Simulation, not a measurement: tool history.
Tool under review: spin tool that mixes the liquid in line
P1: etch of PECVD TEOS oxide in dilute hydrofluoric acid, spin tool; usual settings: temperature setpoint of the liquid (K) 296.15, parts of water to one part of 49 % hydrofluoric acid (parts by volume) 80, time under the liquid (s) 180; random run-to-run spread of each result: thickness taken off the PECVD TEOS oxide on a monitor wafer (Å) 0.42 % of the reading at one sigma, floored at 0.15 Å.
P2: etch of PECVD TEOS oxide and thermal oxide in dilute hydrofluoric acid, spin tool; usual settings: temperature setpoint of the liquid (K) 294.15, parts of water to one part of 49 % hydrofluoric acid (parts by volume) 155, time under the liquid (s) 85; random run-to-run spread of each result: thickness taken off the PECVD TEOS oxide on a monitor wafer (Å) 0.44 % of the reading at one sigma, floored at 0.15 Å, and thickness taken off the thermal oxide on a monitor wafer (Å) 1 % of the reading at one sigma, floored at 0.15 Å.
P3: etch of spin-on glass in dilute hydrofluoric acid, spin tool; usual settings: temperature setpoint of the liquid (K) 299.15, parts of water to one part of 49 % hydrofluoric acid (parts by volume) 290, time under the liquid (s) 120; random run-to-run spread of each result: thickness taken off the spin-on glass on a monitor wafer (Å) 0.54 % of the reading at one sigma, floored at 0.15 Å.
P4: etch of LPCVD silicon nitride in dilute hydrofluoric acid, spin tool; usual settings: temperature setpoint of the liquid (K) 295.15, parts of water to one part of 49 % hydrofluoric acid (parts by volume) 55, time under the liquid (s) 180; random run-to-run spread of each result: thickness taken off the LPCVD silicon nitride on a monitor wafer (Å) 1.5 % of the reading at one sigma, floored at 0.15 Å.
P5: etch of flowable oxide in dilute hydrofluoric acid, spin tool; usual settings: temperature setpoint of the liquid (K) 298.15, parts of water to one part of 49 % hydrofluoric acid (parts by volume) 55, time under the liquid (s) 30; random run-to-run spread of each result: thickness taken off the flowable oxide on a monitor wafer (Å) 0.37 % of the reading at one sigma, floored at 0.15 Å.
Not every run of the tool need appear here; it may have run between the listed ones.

run,hour,process that ran,temperature setpoint of the liquid (K),parts of water to one part of 49 % hydrofluoric acid (parts by volume),time under the liquid (s),hours since the thermometer was replaced,hours since the hydrofluoric acid flow meter was replaced,thickness taken off the PECVD TEOS oxide on a monitor wafer (Å),thickness taken off the spin-on glass on a monitor wafer (Å),thickness taken off the LPCVD silicon nitride on a monitor wafer (Å),thickness taken off the thermal oxide on a monitor wafer (Å),thickness taken off the flowable oxide on a monitor wafer (Å)
1,13.8,P1,296.15,80,180,1006.4,1477.2,326,,,,
2,24.5,P1,296.15,80,180,1017.1,1487.9,325.83,,,,
3,41,P1,296.15,80,180,1033.6,1504.4,323.67,,,,
4,57,P3,305.65,290,120,1049.6,1520.4,,137.36,,,
5,67.4,P1,292.15,20,180,1060,1530.8,1190.6,,,,
6,81.1,P4,295.15,55,180,1073.7,1544.5,,,14.232,,
7,89.2,P1,296.15,80,15,1081.8,1552.6,26.97,,,,
8,99.4,P2,294.15,155,85,1092,1562.8,98.576,,,21.785,
9,107.4,P3,299.15,290,20,1100,1570.8,,18.503,,,
10,115.4,P1,296.15,110,180,1108,1578.8,229.3,,,,
11,125.9,P2,294.15,155,85,1118.5,1589.3,98.161,,,21.354,
12,140.8,P1,304.15,80,180,1133.4,1604.2,446.63,,,,
13,150,P5,298.15,55,55,1142.6,1613.4,,,,,423.45
# hour 152: hydrofluoric acid flow meter replaced
14,160.4,P5,298.15,55,30,1153,8.5,,,,,230.03
15,175,P2,294.15,245,85,1167.6,23.1,56.479,,,12.548,
16,190.9,P4,295.15,55,365,1183.5,39,,,27.647,,
17,206.8,P5,298.15,55,30,1199.4,54.9,,,,,231.11
18,214.9,P3,299.15,70,120,1207.5,63,,593.36,,,
19,228.3,P1,296.15,80,365,1220.9,76.4,663.96,,,,
20,237.9,P1,296.15,80,180,1230.5,86,324.9,,,,
21,247.2,P1,290.15,80,180,1239.8,95.3,254.41,,,,
22,255.6,P1,296.15,80,180,1248.2,103.7,325.85,,,,
23,268.6,P2,290.15,155,85,1261.2,116.7,83.218,,,18.361,
24,284,P1,290.15,40,180,1276.6,132.1,532.32,,,,
25,299.6,P4,295.15,20,180,1292.2,147.7,,,38.242,,
26,317.1,P2,294.15,155,15,1309.7,165.2,17.428,,,3.6052,
27,325.9,P3,299.15,290,120,1318.5,174,,110.51,,,
28,337.4,P5,294.65,55,30,1330,185.5,,,,,200.29
29,353.9,P4,290.15,55,180,1346.5,202,,,10.156,,
30,365.9,P5,298.15,100,30,1358.5,214,,,,,120.17
31,373.6,P1,296.15,50,180,1366.2,221.7,541.03,,,,
32,382,P1,296.15,80,180,1374.6,230.1,324.42,,,,
33,395.8,P1,296.15,80,180,1388.4,243.9,333.96,,,,
34,409.6,P1,296.15,80,180,1402.2,257.7,340.96,,,,
35,426,P1,296.15,80,180,1418.6,274.1,345.8,,,,
36,437.5,P1,296.15,80,180,1430.1,285.6,350.58,,,,
37,450.4,P1,296.15,80,180,1443,298.5,352.25,,,,
38,464.9,P1,296.15,80,180,1457.5,313,354.49,,,,
39,482.3,P1,296.15,80,180,1474.9,330.4,354.21,,,,
40,499,P1,296.15,80,180,1491.6,347.1,358.18,,,,
41,508.8,P1,296.15,80,180,1501.4,356.9,355.38,,,,
42,521.7,P1,296.15,80,180,1514.3,369.8,356.06,,,,

What P1 gives has crept off from where it sat before. The 2 causes that follow fit the log equally well, each at the size noted:
A: liquid hotter than its thermometer reads (K) = 2.18
B: hydrofluoric acid flow above the setpoint (%) = 8.29
The drift started at roughly hour 382.

The list below offers 4 check runs, each averaging the results of 3 wafers, and shows each result as a question mark. For which of them would the listed causes give clearly different results?
check 1,534.6,P3,302.15,80,120,,,,?,,,
check 2,534.6,P4,291.65,55,310,,,,,?,,
check 3,534.6,P5,295.15,55,30,,,,,,,?
check 4,534.6,P2,290.15,155,40,,,?,,,?,

If the cause were each of the candidates in turn, the checks would give the following:
check,result,if A,if B
check 1,thickness taken off the spin-on glass on a monitor wafer (Å),622.66,625.93
check 2,thickness taken off the LPCVD silicon nitride on a monitor wafer (Å),22.179,20.591
check 3,thickness taken off the flowable oxide on a monitor wafer (Å),223.42,222.29
check 4,thickness taken off the PECVD TEOS oxide on a monitor wafer (Å),43.093,43.224
check 4,thickness taken off the thermal oxide on a monitor wafer (Å),9.3023,9.3306
Per check, the gap between the least separated pair of causes, taken in the result that splits them most: check 1 0.52 %; check 2 7.43 %; check 3 0.51 %; check 4 0.3 %
Check 2 distinguishes between the causes, while the remaining checks would return nearly the same result for all of them.

After running check 2, the following was obtained: thickness taken off the LPCVD silicon nitride on a monitor wafer (Å) 21.911. Which cause does this point to?

The correct cause is A, namely: liquid hotter than its thermometer reads (K).
